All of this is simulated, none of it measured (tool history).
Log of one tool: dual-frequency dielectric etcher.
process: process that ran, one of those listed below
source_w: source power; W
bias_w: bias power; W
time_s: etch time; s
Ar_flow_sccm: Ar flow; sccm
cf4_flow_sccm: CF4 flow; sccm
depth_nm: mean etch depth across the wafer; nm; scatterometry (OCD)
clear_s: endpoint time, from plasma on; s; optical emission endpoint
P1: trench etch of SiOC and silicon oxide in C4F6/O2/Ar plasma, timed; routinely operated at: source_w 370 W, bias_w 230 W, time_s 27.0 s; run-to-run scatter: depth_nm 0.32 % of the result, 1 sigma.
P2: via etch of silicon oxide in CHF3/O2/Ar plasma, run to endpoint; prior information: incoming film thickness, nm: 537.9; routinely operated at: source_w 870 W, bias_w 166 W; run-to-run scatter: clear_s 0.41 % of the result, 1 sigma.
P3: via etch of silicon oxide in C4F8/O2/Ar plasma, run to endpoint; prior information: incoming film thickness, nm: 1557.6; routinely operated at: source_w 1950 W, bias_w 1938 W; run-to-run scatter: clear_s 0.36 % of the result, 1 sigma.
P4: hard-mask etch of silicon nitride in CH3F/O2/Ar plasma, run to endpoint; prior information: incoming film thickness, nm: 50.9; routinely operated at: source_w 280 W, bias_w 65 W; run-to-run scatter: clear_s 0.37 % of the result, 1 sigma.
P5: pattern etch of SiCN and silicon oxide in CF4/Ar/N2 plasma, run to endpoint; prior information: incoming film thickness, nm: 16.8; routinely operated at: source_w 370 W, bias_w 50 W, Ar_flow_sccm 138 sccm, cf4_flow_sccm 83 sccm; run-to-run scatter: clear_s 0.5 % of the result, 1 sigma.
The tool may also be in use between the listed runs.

run   hour  process  source_w  bias_w  time_s  Ar_flow_sccm  cf4_flow_sccm  depth_nm  clear_s
  1    3.3       P1       370     230    27.0                                 57.147
  2    7.5       P1       460     230    27.0                                 62.362
  3   10.4       P5       370      50                   138            107             24.771
  4   13.3       P4       280      80                                                  77.882
  5   16.7       P3      1950    1398                                                 356.780
  6   20.6       P5       490      50                   138             83             20.164
  7   24.4       P1       370     230    27.0                                 57.282
  8   29.8       P2       870     231                                                 219.120
  9   34.0       P5       370      50                   138             83             25.868
 10   37.3       P4       280      65                                                  84.178
 11   42.9       P1       370     142    27.0                                 48.857
 12   46.8       P4       340      65                                                  78.153
 13   49.8       P2      1110     166                                                 223.630
 14   54.4       P1       370     230    27.0                                 57.499
 15   58.4       P1       370     230    27.0                                 57.117
 16   61.1       P1       370     230    27.0                                 57.237
 17   64.8       P5       370      50                   182             83             27.200
 18   68.8       P3      1950    1938                                                 326.590
 19   71.6       P1       370     230    27.0                                 57.125
 20   77.3       P1       370     230    34.0                                 72.018
      82.0  -- bias power generator calibrated
 21   82.9       P1       490     230    36.5                                 86.124
 22   85.9       P1       370     230    17.0                                 35.912
 23   89.8       P2       870     166                                                 244.610
 24   93.6       P1       370     281    27.0                                 61.303
 25   97.8       P3      2410    1938                                                 298.750
 26  100.4       P5       370      40                   138             83             27.661
 27  103.0       P3      1950    1938                                                 325.810
 28  108.0       P1       280     230    27.0                                 51.396
 29  111.8       P1       370     230    27.0                                 57.094
 30  117.0       P1       370     230    27.0                                 56.335
 31  121.8       P1       370     230    27.0                                 56.679
 32  126.6       P1       370     230    27.0                                 56.312
 33  130.6       P1       370     230    27.0                                 56.085
 34  134.5       P1       370     230    27.0                                 56.300
     136.2  -- wet clean of the chamber
 35  137.3       P1       370     230    27.0                                 56.350
 36  140.7       P1       370     230    27.0                                 55.934
 37  145.1       P1       370     230    27.0                                 56.299
 38  149.3       P1       370     230    27.0                                 56.043

What P1 gives has crept away from where it was. These 2 causes fit the log equally well, each at the size given:
A: bias power that arrives under what is set, % = 4.68
B: source power that arrives under what is set, % = 4.09
The process output started creeping at around hour 111.8.
All other causes, with the reason each is excluded:
chamber walls in a state that lowers the etch rate, %: serviced at hour 136.2, which brought nothing back

Which of the 4 check runs listed below, each an average over 3 wafers with its results shown as question marks, gives clearly different results under the different listed causes?
check 1  153.5       P3      1950    1938                                                       ?
check 2  153.5       P5       370      50                   138             83                  ?
check 3  153.5       P2       870     166                                                       ?
check 4  153.5       P4       280      65                                                       ?

What each check would give under each cause:
  check   result     if A     if B
check 1  clear_s  330.560  331.600
check 2  clear_s   26.227   26.801
check 3  clear_s  248.600  248.810
check 4  clear_s   85.412   85.360
How far apart the two closest causes lie, in the result that separates them most: check 1 0.31 %; check 2 2.16 %; check 3 0.08 %; check 4 0.06 %
Only in check 2 would the causes give clearly different results; in the remaining checks their results would be nearly the same.

Then check 2 was run and gave: clear_s 26.228 s. Which cause is it?

Of the candidate causes, it is A: bias power that arrives under what is set, %.

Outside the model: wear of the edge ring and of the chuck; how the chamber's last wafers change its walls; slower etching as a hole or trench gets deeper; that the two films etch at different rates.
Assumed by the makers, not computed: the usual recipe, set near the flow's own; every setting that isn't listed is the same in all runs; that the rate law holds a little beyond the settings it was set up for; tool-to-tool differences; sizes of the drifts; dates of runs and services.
